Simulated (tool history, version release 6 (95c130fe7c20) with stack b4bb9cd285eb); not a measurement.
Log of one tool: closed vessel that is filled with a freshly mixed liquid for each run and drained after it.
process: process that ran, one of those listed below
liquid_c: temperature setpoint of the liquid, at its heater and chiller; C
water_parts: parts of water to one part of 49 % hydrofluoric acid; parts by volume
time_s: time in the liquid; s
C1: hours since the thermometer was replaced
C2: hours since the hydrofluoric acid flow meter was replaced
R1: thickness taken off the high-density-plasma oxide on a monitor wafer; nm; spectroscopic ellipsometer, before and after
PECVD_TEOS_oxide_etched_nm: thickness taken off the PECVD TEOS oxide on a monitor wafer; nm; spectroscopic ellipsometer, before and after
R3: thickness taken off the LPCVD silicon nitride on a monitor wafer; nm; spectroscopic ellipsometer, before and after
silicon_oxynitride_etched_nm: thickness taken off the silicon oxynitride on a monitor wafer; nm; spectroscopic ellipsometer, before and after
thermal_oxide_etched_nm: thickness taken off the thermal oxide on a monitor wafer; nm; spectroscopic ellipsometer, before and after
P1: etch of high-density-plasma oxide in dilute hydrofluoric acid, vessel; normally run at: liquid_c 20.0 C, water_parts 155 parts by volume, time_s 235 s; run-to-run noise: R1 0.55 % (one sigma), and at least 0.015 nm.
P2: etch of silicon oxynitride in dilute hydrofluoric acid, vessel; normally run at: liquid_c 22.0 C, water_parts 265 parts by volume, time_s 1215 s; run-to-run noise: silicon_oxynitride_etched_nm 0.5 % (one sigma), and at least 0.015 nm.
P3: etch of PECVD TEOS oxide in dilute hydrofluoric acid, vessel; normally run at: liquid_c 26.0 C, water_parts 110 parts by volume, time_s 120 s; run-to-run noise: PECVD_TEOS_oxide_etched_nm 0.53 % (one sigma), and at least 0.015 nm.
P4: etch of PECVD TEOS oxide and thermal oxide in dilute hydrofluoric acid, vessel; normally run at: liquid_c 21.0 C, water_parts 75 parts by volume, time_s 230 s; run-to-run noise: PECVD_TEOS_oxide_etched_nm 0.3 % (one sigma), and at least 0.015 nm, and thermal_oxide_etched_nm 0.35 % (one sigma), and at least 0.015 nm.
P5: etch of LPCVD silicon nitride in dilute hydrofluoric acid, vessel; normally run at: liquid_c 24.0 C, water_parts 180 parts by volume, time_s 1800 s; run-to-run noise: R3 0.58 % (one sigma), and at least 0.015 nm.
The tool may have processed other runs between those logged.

Run 1, hour 5.4: process P1, liquid_c 20.0 C, water_parts 155 parts by volume, time_s 235 s; C1 653.8; C2 1664.0. Result: R1 6.6555 nm.
Run 2, hour 9.5: process P1, liquid_c 17.0 C, water_parts 155 parts by volume, time_s 235 s; C1 657.9; C2 1668.1. Result: R1 5.8394 nm.
Run 3, hour 14.5: process P3, liquid_c 26.0 C, water_parts 110 parts by volume, time_s 120 s; C1 662.9; C2 1673.1. Result: PECVD_TEOS_oxide_etched_nm 11.6210 nm.
Run 4, hour 21.7: process P3, liquid_c 26.0 C, water_parts 110 parts by volume, time_s 30 s; C1 670.1; C2 1680.3. Result: PECVD_TEOS_oxide_etched_nm 2.9049 nm.
Run 5, hour 30.3: process P5, liquid_c 24.0 C, water_parts 180 parts by volume, time_s 505 s; C1 678.7; C2 1688.9. Result: R3 1.5104 nm.
Run 6, hour 37.9: process P5, liquid_c 17.0 C, water_parts 180 parts by volume, time_s 1800 s; C1 686.3; C2 1696.5. Result: R3 3.3647 nm.
Run 7, hour 43.7: process P1, liquid_c 20.0 C, water_parts 45 parts by volume, time_s 235 s; C1 692.1; C2 1702.3. Result: R1 25.9200 nm.
Run 8, hour 49.4: process P5, liquid_c 24.0 C, water_parts 180 parts by volume, time_s 1800 s; C1 697.8; C2 1708.0. Result: R3 5.3390 nm.
Run 9, hour 57.7: process P2, liquid_c 25.5 C, water_parts 265 parts by volume, time_s 1215 s; C1 706.1; C2 1716.3. Result: silicon_oxynitride_etched_nm 12.6080 nm.
Run 10, hour 61.9: process P4, liquid_c 21.0 C, water_parts 110 parts by volume, time_s 230 s; C1 710.3; C2 1720.5. Result: PECVD_TEOS_oxide_etched_nm 33.6110 nm, thermal_oxide_etched_nm 8.8768 nm.
Run 11, hour 69.0: process P4, liquid_c 21.0 C, water_parts 75 parts by volume, time_s 435 s; C1 717.4; C2 1727.6. Result: PECVD_TEOS_oxide_etched_nm 96.3320 nm, thermal_oxide_etched_nm 25.6970 nm.
Run 12, hour 74.2: process P1, liquid_c 26.5 C, water_parts 155 parts by volume, time_s 40 s; C1 722.6; C2 1732.8. Result: R1 1.4382 nm.
Run 13, hour 80.5: process P1, liquid_c 20.0 C, water_parts 155 parts by volume, time_s 235 s; C1 728.9; C2 1739.1. Result: R1 6.6396 nm.
Run 14, hour 85.2: process P3, liquid_c 18.0 C, water_parts 110 parts by volume, time_s 120 s; C1 733.6; C2 1743.8. Result: PECVD_TEOS_oxide_etched_nm 8.5083 nm.
Run 15, hour 91.2: process P2, liquid_c 22.0 C, water_parts 160 parts by volume, time_s 1215 s; C1 739.6; C2 1749.8. Result: silicon_oxynitride_etched_nm 19.3060 nm.
Run 16, hour 99.7: process P4, liquid_c 21.0 C, water_parts 75 parts by volume, time_s 230 s; C1 748.1; C2 1758.3. Result: PECVD_TEOS_oxide_etched_nm 51.0840 nm, thermal_oxide_etched_nm 13.5570 nm.
Run 17, hour 104.2: process P1, liquid_c 20.0 C, water_parts 280 parts by volume, time_s 235 s; C1 752.6; C2 1762.8. Result: R1 3.2735 nm.
Run 18, hour 112.4: process P1, liquid_c 20.0 C, water_parts 155 parts by volume, time_s 430 s; C1 760.8; C2 1771.0. Result: R1 12.2190 nm.
Run 19, hour 116.8: process P5, liquid_c 24.0 C, water_parts 180 parts by volume, time_s 1800 s; C1 765.2; C2 1775.4. Result: R3 5.3584 nm.
Run 20, hour 123.8: process P1, liquid_c 26.5 C, water_parts 155 parts by volume, time_s 235 s; C1 772.2; C2 1782.4. Result: R1 8.5523 nm.
Run 21, hour 130.7: process P3, liquid_c 26.0 C, water_parts 180 parts by volume, time_s 120 s; C1 779.1; C2 1789.3. Result: PECVD_TEOS_oxide_etched_nm 6.5304 nm.
Run 22, hour 134.4: process P1, liquid_c 20.0 C, water_parts 155 parts by volume, time_s 235 s; C1 782.8; C2 1793.0. Result: R1 6.6987 nm.
Run 23, hour 142.5: process P2, liquid_c 22.0 C, water_parts 265 parts by volume, time_s 1215 s; C1 790.9; C2 1801.1. Result: silicon_oxynitride_etched_nm 10.9490 nm.
Run 24, hour 146.8: process P3, liquid_c 26.0 C, water_parts 110 parts by volume, time_s 120 s; C1 795.2; C2 1805.4. Result: PECVD_TEOS_oxide_etched_nm 11.6560 nm.
Run 25, hour 150.9: process P2, liquid_c 22.0 C, water_parts 265 parts by volume, time_s 1215 s; C1 799.3; C2 1809.5. Result: silicon_oxynitride_etched_nm 11.0170 nm.
Run 26, hour 155.6: process P2, liquid_c 22.0 C, water_parts 265 parts by volume, time_s 250 s; C1 804.0; C2 1814.2. Result: silicon_oxynitride_etched_nm 2.2492 nm.
Run 27, hour 163.0: process P1, liquid_c 20.0 C, water_parts 155 parts by volume, time_s 105 s; C1 811.4; C2 1821.6. Result: R1 2.9910 nm.
Run 28, hour 170.8: process P1, liquid_c 20.0 C, water_parts 155 parts by volume, time_s 235 s; C1 819.2; C2 1829.4. Result: R1 6.6565 nm.
Run 29, hour 177.5: process P4, liquid_c 17.0 C, water_parts 75 parts by volume, time_s 230 s; C1 825.9; C2 1836.1. Result: PECVD_TEOS_oxide_etched_nm 43.2920 nm, thermal_oxide_etched_nm 11.5460 nm.
Run 30, hour 181.5: process P1, liquid_c 20.0 C, water_parts 155 parts by volume, time_s 235 s; C1 829.9; C2 1840.1. Result: R1 6.6563 nm.
Run 31, hour 187.6: process P5, liquid_c 24.0 C, water_parts 310 parts by volume, time_s 1800 s; C1 836.0; C2 1846.2. Result: R3 3.1068 nm.
Run 32, hour 191.9: process P4, liquid_c 21.0 C, water_parts 75 parts by volume, time_s 230 s; C1 840.3; C2 1850.5. Result: PECVD_TEOS_oxide_etched_nm 51.1260 nm, thermal_oxide_etched_nm 13.6720 nm.
Run 33, hour 200.1: process P1, liquid_c 17.0 C, water_parts 50 parts by volume, time_s 235 s; C1 848.5; C2 1858.7. Result: R1 20.3330 nm.
Run 34, hour 205.5: process P1, liquid_c 20.0 C, water_parts 155 parts by volume, time_s 235 s; C1 853.9; C2 1864.1. Result: R1 6.6776 nm.
Run 35, hour 210.9: process P1, liquid_c 20.0 C, water_parts 155 parts by volume, time_s 235 s; C1 859.3; C2 1869.5. Result: R1 6.8732 nm.
Run 36, hour 215.0: process P1, liquid_c 20.0 C, water_parts 155 parts by volume, time_s 235 s; C1 863.4; C2 1873.6. Result: R1 6.9652 nm.
Run 37, hour 220.2: process P1, liquid_c 20.0 C, water_parts 155 parts by volume, time_s 235 s; C1 868.6; C2 1878.8. Result: R1 7.0240 nm.
Run 38, hour 225.5: process P1, liquid_c 20.0 C, water_parts 155 parts by volume, time_s 235 s; C1 873.9; C2 1884.1. Result: R1 7.0942 nm.
Run 39, hour 234.0: process P1, liquid_c 20.0 C, water_parts 155 parts by volume, time_s 235 s; C1 882.4; C2 1892.6. Result: R1 7.2245 nm.
Run 40, hour 241.2: process P1, liquid_c 20.0 C, water_parts 155 parts by volume, time_s 235 s; C1 889.6; C2 1899.8. Result: R1 7.2240 nm.
Run 41, hour 245.8: process P1, liquid_c 20.0 C, water_parts 155 parts by volume, time_s 235 s; C1 894.2; C2 1904.4. Result: R1 7.2843 nm.
Run 42, hour 253.0: process P1, liquid_c 20.0 C, water_parts 155 parts by volume, time_s 235 s; C1 901.4; C2 1911.6. Result: R1 7.2344 nm.
Run 43, hour 261.6: process P1, liquid_c 20.0 C, water_parts 155 parts by volume, time_s 235 s; C1 910.0; C2 1920.2. Result: R1 7.2211 nm.
Run 44, hour 265.9: process P1, liquid_c 20.0 C, water_parts 155 parts by volume, time_s 235 s; C1 914.3; C2 1924.5. Result: R1 7.3515 nm.

What P1 gives has crept away from where it was. These 2 causes fit the log equally well, each at the size given:
A: hydrofluoric acid flow above the setpoint (%) = 7.72
B: liquid hotter than its thermometer reads (K) = 2.2
The process output started creeping at around hour 205.5.

Below are 4 check runs, each on a single wafer, with their results shown as question marks. Which of them would tell the listed causes apart, meaning the causes would give clearly different results under it?
Run check 1, hour 270.2: process P2, liquid_c 22.0 C, water_parts 265 parts by volume, time_s 640 s. Result: silicon_oxynitride_etched_nm ?.
Run check 2, hour 270.2: process P5, liquid_c 17.0 C, water_parts 180 parts by volume, time_s 1800 s. Result: R3 ?.
Run check 3, hour 270.2: process P3, liquid_c 22.0 C, water_parts 110 parts by volume, time_s 40 s. Result: PECVD_TEOS_oxide_etched_nm ?.
Run check 4, hour 270.2: process P4, liquid_c 21.0 C, water_parts 105 parts by volume, time_s 380 s. Result: PECVD_TEOS_oxide_etched_nm ?, thermal_oxide_etched_nm ?.

If the cause were each of the candidates in turn, the checks would give the following:
  check                        result     if A     if B
check 1  silicon_oxynitride_etched_nm   6.2924   6.3479
check 2                            R3   3.6287   3.9169
check 3    PECVD_TEOS_oxide_etched_nm   3.6014   3.6150
check 4    PECVD_TEOS_oxide_etched_nm  63.2880  63.6280
check 4       thermal_oxide_etched_nm  16.8390  16.9300
Per check, the gap between the least separated pair of causes, taken in the result that splits them most: check 1 0.88 %; check 2 7.64 %; check 3 0.38 %; check 4 0.54 %
Only in check 2 would the causes give clearly different results; in the remaining checks their results would be nearly the same.

After running check 2, the following was obtained: R3 3.6311 nm. Which cause does this point to?

The correct cause is A, namely: hydrofluoric acid flow above the setpoint (%).
